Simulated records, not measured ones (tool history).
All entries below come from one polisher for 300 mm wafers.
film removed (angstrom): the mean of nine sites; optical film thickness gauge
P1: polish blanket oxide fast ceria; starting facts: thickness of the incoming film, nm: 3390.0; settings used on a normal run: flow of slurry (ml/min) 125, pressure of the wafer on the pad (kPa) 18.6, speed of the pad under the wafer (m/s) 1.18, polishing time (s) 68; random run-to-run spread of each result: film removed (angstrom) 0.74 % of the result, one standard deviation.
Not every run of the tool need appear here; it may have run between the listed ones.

run,day,flow of slurry (ml/min),pressure of the wafer on the pad (kPa),speed of the pad under the wafer (m/s),polishing time (s),wafers polished on this pad,hours since the slurry nozzle was cleaned,hours since the head pressure was calibrated,film removed (angstrom)
1,0.254,125,18.6,1.18,68,205,253.4,276.9,13442
2,0.521,125,27.6,1.18,68,279,259.8,283.3,19916
3,0.792,75,18.6,1.18,68,353,266.3,289.8,11666
4,0.929,125,18.6,1.18,68,391,269.6,293.1,13324
5,1.225,125,18.6,1.18,68,472,276.7,300.2,13236
6,1.512,125,18.6,1.8,97,551,283.6,307.1,29224
7,1.771,125,18.6,1.18,47,622,289.8,313.3,9281.7
8,2.071,125,18.6,0.54,68,705,297,320.5,6057.2
9,2.238,125,18.6,1.18,68,751,301,324.5,13385
10,2.504,125,18.6,1.18,108,824,307.4,330.9,21181
11,2.712,170,18.6,1.18,68,881,312.4,335.9,14031
12,2.85,165,18.6,1.18,48,919,315.7,339.2,9953.3
13,3.071,125,8.3,1.18,68,980,321,344.5,5863.1
14,3.312,125,18.6,1.86,68,1046,326.8,350.3,20999
15,3.454,125,18.6,1.18,68,1085,330.2,353.7,13552
16,3.708,125,18.6,1.18,68,1155,336.3,359.8,13176
17,3.958,125,18.6,1.18,68,1224,342.3,365.8,13483
18,4.196,125,18.6,1.18,68,1289,348,371.5,12618
19,4.462,125,18.6,1.18,68,1362,354.4,377.9,12456

The next listed run, before its measurement:
20,4.712,125,18.6,1.18,68,1431,360.4,383.9,?

{"run 20": {"film removed (angstrom)": 12320}}

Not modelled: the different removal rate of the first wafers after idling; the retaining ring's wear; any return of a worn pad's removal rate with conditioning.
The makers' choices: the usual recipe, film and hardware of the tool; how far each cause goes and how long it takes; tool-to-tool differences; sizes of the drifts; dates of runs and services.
